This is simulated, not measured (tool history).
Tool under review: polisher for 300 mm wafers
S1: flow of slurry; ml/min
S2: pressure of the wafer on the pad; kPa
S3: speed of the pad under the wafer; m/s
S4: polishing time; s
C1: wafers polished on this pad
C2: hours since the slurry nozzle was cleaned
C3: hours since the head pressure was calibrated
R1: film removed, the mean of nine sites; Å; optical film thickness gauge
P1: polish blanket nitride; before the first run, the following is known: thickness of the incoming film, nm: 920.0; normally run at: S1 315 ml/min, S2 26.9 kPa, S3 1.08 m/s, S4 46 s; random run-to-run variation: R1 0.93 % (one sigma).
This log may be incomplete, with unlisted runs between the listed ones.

run,hour,S1,S2,S3,S4,C1,C2,C3,R1
1,9.6,315,26.9,1.08,46,397,465.9,331.6,922.78
2,21.2,315,26.9,0.62,64,483,477.5,343.2,817.93
3,35.3,315,26.9,1.08,46,586,491.6,357.3,897.99
4,48.7,315,34.5,1.08,46,685,505,370.7,1160.3
# hour 50.8: head pressure recalibrated
5,58.5,430,26.9,1.08,28,757,514.8,7.8,564.39
6,71,315,26.9,1.08,46,849,527.3,20.3,903.89
7,81.8,485,26.9,1.08,46,928,538.1,31.1,924.88
8,89.2,315,18.6,1.08,46,983,545.5,38.5,629.51
9,102,315,26.9,0.78,46,1077,558.3,51.3,700.24
10,115.9,315,26.9,1.08,46,1179,572.2,65.2,919.11
11,124.7,315,26.9,1.08,21,1244,581,74,410.51
12,135.1,190,26.9,1.08,46,1321,591.4,84.4,859.55
13,147.3,315,26.9,1.72,46,1411,603.6,96.6,1326.2
14,158.2,315,26.9,0.52,29,1491,614.5,107.5,322.86
15,165.6,315,26.9,1.08,71,1545,621.9,114.9,1390.4
16,178.2,315,26.9,1.08,46,1638,634.5,127.5,909.3
17,186.8,315,26.9,1.08,46,1701,643.1,136.1,911.68
18,197.8,315,26.9,1.08,46,1782,654.1,147.1,898.61
19,212.6,315,26.9,1.08,46,1891,668.9,161.9,884.84
20,222.6,315,26.9,1.08,46,1965,678.9,171.9,858.29
21,232.8,315,26.9,1.08,46,2040,689.1,182.1,873.74
# hour 236.7: head pressure recalibrated
22,245.1,315,26.9,1.08,46,2130,701.4,8.5,875.42
23,256.6,315,26.9,1.08,46,2215,712.9,20,861.21
24,268.3,315,26.9,1.08,46,2301,724.6,31.7,864.9
25,275,315,26.9,1.08,46,2350,731.3,38.4,864.9

What P1 gives has crept away from where it was. These 2 causes fit the log equally well, each at the size given:
A: slurry flow missing at the pad, % = 36.7
B: removal rate lost through wear of the pad, % = 4.79
Onset of the creep was near hour 186.8.
The rest of the possible causes, and what rules out each one:
head's pressure below its setpoint, %: work on it at hour 236.7, done after the drift set in, did not restore what the process gave before

Of the 4 check runs below, each run on 5 wafers with the results averaged and each result still a question mark, which one would tell the listed causes apart?
check 1,281.7,315,26.9,1.68,27,,,,?
check 2,281.7,315,26.9,1.6,46,,,,?
check 3,281.7,190,26.9,1.08,70,,,,?
check 4,281.7,315,26.9,1.68,26,,,,?

How each check would come out, cause by cause:
check,result,if A,if B
check 1,R1,722.71,722.75
check 2,R1,1184.1,1184.2
check 3,R1,1208,1244.6
check 4,R1,695.94,695.98
How far apart the two closest causes lie, in the result that separates them most: check 1 0.01 %; check 2 0.01 %; check 3 2.99 %; check 4 0.01 %
Check 3 tells the causes apart: in the others they would give nearly the same result.

The results of check 3 are: R1 1212.4 Å. Based on these, which of the listed causes is it?

The cause is A: slurry flow missing at the pad, %.
